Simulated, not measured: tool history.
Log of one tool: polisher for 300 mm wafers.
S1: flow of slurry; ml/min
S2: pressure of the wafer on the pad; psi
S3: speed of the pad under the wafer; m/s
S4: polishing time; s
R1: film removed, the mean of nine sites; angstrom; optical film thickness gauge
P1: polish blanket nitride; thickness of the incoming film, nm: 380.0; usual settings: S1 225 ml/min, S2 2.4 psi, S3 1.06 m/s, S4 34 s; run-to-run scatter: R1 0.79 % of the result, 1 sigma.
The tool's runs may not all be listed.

run   hour   S1   S2    S3  S4      R1
  1   14.7  225  2.4  1.06  34  337.31
      26.5  -- slurry nozzle cleaned
  2   29.0  225  1.7  1.06  44  306.46
  3   40.0  225  3.7  1.06  34  515.80
  4   50.8  225  2.4  1.06  34  339.75
  5   60.9  225  2.4  1.06  34  335.82
  6   70.8  225  2.4  0.74  34  257.15
  7   78.9  225  2.4  1.06  34  341.33
  8   94.3  225  1.1  1.06  34  152.55
  9  104.9  225  2.4  1.06  52  520.46
 10  118.8  225  2.4  1.06  34  337.37
 11  133.6  135  2.4  1.06  34  313.01
 12  145.0  225  2.4  1.06  34  343.07
 13  153.8  225  2.4  1.06  17  170.17
 14  168.0  325  2.4  1.06  34  352.73
 15  179.8  225  2.4  1.54  34  450.83
 16  190.4  225  2.4  1.06  34  342.69
 17  206.6  225  2.4  1.06  34  340.51
 18  218.1  225  2.4  1.06  34  328.23
 19  233.7  225  2.4  1.06  34  324.62

Forecast run 20:
 20  242.2  225  2.4  1.06  34   ?

R1: 326.60 angstrom

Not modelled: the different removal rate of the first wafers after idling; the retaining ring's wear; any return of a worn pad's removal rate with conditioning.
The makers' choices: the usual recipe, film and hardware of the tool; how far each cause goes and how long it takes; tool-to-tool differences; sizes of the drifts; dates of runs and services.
